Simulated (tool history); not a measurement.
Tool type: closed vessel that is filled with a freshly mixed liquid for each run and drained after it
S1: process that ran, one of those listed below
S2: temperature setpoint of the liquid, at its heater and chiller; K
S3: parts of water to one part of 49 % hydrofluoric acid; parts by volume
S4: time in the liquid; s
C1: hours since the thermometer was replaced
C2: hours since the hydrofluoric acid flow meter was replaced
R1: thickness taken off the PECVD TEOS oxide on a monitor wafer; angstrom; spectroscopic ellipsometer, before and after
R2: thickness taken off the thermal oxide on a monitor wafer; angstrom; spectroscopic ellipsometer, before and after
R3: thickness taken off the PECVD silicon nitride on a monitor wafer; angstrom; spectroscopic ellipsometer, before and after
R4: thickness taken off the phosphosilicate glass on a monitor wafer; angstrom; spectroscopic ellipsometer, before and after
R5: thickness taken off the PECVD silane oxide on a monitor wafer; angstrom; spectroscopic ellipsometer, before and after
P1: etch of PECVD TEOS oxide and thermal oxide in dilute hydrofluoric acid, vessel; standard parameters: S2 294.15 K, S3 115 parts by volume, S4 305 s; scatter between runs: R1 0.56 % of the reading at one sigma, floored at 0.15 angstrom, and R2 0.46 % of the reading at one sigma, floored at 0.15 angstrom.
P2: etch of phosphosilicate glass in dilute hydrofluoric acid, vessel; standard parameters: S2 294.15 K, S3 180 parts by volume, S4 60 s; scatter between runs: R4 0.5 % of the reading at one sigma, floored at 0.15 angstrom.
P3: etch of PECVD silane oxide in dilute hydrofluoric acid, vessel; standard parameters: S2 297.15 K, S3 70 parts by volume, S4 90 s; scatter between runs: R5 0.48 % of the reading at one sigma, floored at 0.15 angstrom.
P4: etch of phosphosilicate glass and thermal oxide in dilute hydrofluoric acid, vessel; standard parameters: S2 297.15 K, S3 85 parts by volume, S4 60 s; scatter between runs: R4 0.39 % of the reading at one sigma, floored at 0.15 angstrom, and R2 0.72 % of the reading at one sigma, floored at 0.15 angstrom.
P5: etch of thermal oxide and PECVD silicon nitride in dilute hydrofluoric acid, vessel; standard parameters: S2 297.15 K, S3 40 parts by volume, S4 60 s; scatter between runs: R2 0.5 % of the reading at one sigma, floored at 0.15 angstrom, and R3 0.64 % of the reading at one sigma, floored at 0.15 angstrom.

| run | hour | S1 | S2 | S3 | S4 | C1 | C2 | R1 | R2 | R3 | R4 | R5 |
|---|---|---|---|---|---|---|---|---|---|---|---|---|
| 1 | 6.6 | P1 | 294.15 | 115 | 305 | 2033.2 | 239.6 | 423.340 | 106.620 |  |  |  |
| 2 | 14.1 | P5 | 297.15 | 60 | 60 | 2040.7 | 247.1 |  | 49.045 | 28.533 |  |  |
| 3 | 20.4 | P2 | 294.15 | 45 | 60 | 2047.0 | 253.4 |  |  |  | 1092.30 |  |
| 4 | 26.6 | P1 | 294.15 | 115 | 30 | 2053.2 | 259.6 | 41.722 | 10.603 |  |  |  |
| 5 | 34.1 | P1 | 294.15 | 50 | 305 | 2060.7 | 267.1 | 1050.300 | 263.510 |  |  |  |
| 6 | 40.2 | P1 | 294.15 | 180 | 305 | 2066.8 | 273.2 | 254.040 | 63.437 |  |  |  |
| 7 | 48.5 | P2 | 299.15 | 180 | 60 | 2075.1 | 281.5 |  |  |  | 288.35 |  |
| 8 | 53.9 | P1 | 290.15 | 115 | 165 | 2080.5 | 286.9 | 192.370 | 48.936 |  |  |  |
| 9 | 60.4 | P3 | 292.65 | 70 | 90 | 2087.0 | 293.4 |  |  |  |  | 363.74 |
| 10 | 71.5 | P1 | 294.15 | 115 | 305 | 2098.1 | 304.5 | 425.350 | 106.000 |  |  |  |
| 11 | 81.0 | P2 | 294.15 | 180 | 60 | 2107.6 | 314.0 |  |  |  | 236.36 |  |
| 12 | 90.6 | P2 | 294.15 | 180 | 60 | 2117.2 | 323.6 |  |  |  | 237.13 |  |
| 13 | 96.0 | P4 | 297.15 | 85 | 60 | 2122.6 | 329.0 |  | 33.250 |  | 1464.20 |  |
| 14 | 105.5 | P4 | 303.15 | 85 | 60 | 2132.1 | 338.5 |  | 42.197 |  | 1847.20 |  |
| 15 | 115.8 | P3 | 297.15 | 70 | 90 | 2142.4 | 348.8 |  |  |  |  | 439.79 |
| 16 | 124.4 | P4 | 297.15 | 85 | 30 | 2151.0 | 357.4 |  | 16.676 |  | 734.10 |  |
| 17 | 135.5 | P5 | 297.15 | 40 | 60 | 2162.1 | 368.5 |  | 75.569 | 42.448 |  |  |
| 18 | 140.5 | P1 | 294.15 | 115 | 305 | 2167.1 | 373.5 | 421.750 | 106.080 |  |  |  |
| 19 | 150.7 | P1 | 294.15 | 115 | 305 | 2177.3 | 383.7 | 425.060 | 105.710 |  |  |  |
| 20 | 158.2 | P3 | 297.15 | 40 | 90 | 2184.8 | 391.2 |  |  |  |  | 799.07 |
| 21 | 167.4 | P1 | 301.15 | 50 | 305 | 2194.0 | 400.4 | 1406.500 | 351.930 |  |  |  |
| 22 | 175.0 | P5 | 297.15 | 40 | 90 | 2201.6 | 408.0 |  | 113.750 | 62.906 |  |  |
| 23 | 180.7 | P1 | 290.15 | 115 | 485 | 2207.3 | 413.7 | 574.590 | 144.330 |  |  |  |
| 24 | 187.5 | P1 | 290.15 | 115 | 305 | 2214.1 | 420.5 | 364.150 | 89.988 |  |  |  |
| 25 | 194.3 | P5 | 290.15 | 40 | 60 | 2220.9 | 427.3 |  | 55.704 | 26.216 |  |  |
| 26 | 205.5 | P3 | 297.15 | 70 | 30 | 2232.1 | 438.5 |  |  |  |  | 146.94 |
| 27 | 213.3 | P1 | 294.15 | 115 | 510 | 2239.9 | 446.3 | 705.850 | 178.790 |  |  |  |
| 28 | 222.0 | P1 | 301.15 | 115 | 305 | 2248.6 | 455.0 | 553.470 | 139.600 |  |  |  |
| 29 | 232.2 | P2 | 294.15 | 180 | 35 | 2258.8 | 465.2 |  |  |  | 139.00 |  |
| 30 | 242.0 | P4 | 297.15 | 150 | 60 | 2268.6 | 475.0 |  | 17.466 |  | 764.79 |  |
| 31 | 249.1 | P1 | 294.15 | 115 | 305 | 2275.7 | 482.1 | 421.920 | 106.460 |  |  |  |
| 32 | 260.0 | P1 | 294.15 | 115 | 305 | 2286.6 | 493.0 | 425.450 | 107.120 |  |  |  |
| 33 | 268.7 | P1 | 294.15 | 115 | 305 | 2295.3 | 501.7 | 423.860 | 105.710 |  |  |  |
| 34 | 277.9 | P1 | 294.15 | 115 | 305 | 2304.5 | 510.9 | 407.870 | 102.450 |  |  |  |
| 35 | 283.6 | P1 | 294.15 | 115 | 305 | 2310.2 | 516.6 | 399.680 | 101.020 |  |  |  |
| 36 | 291.7 | P1 | 294.15 | 115 | 305 | 2318.3 | 524.7 | 395.530 | 99.175 |  |  |  |
| 37 | 301.6 | P1 | 294.15 | 115 | 305 | 2328.2 | 534.6 | 395.370 | 99.315 |  |  |  |
| 38 | 312.0 | P1 | 294.15 | 115 | 305 | 2338.6 | 545.0 | 394.060 | 98.752 |  |  |  |
| 39 | 321.2 | P1 | 294.15 | 115 | 305 | 2347.8 | 554.2 | 389.720 | 98.187 |  |  |  |

What P1 gives has crept away from where it was. These 2 causes fit the log equally well, each at the size given:
A: liquid colder than its thermometer reads (K) = 1.89
B: hydrofluoric acid flow below the setpoint (%) = 6.54
Onset of the creep was near hour 268.7.

The check runs listed below each take one wafer, and their results are still question marks. Under which run would the listed causes lead to clearly different results?
| check 1 | 330.4 | P3 | 297.15 | 45 | 30 |  |  |  |  |  |  | ? |
| check 2 | 330.4 | P5 | 292.65 | 40 | 85 |  |  |  | ? | ? |  |  |
| check 3 | 330.4 | P4 | 297.15 | 120 | 30 |  |  |  | ? |  | ? |  |
| check 4 | 330.4 | P2 | 297.15 | 80 | 60 |  |  |  |  |  | ? |  |

Expected result of each check under each candidate cause:
| check | result | if A | if B |
|---|---|---|---|
| check 1 | R5 | 217.55 | 219.04 |
| check 2 | R2 | 81.572 | 82.453 |
| check 2 | R3 | 38.241 | 40.922 |
| check 3 | R2 | 10.468 | 10.436 |
| check 3 | R4 | 459.42 | 457.98 |
| check 4 | R4 | 622.81 | 623.99 |
Separation of the two closest causes in each check, using whichever result separates them best: check 1 0.68 %; check 2 6.77 %; check 3 0.31 %; check 4 0.19 %
The other checks would show nearly matching results whichever cause is true, so check 2 is the only one that separates the causes.

After running check 2, the following was obtained: R2 82.230 angstrom; R3 41.016 angstrom. Which cause does this point to?

It is B: hydrofluoric acid flow below the setpoint (%).

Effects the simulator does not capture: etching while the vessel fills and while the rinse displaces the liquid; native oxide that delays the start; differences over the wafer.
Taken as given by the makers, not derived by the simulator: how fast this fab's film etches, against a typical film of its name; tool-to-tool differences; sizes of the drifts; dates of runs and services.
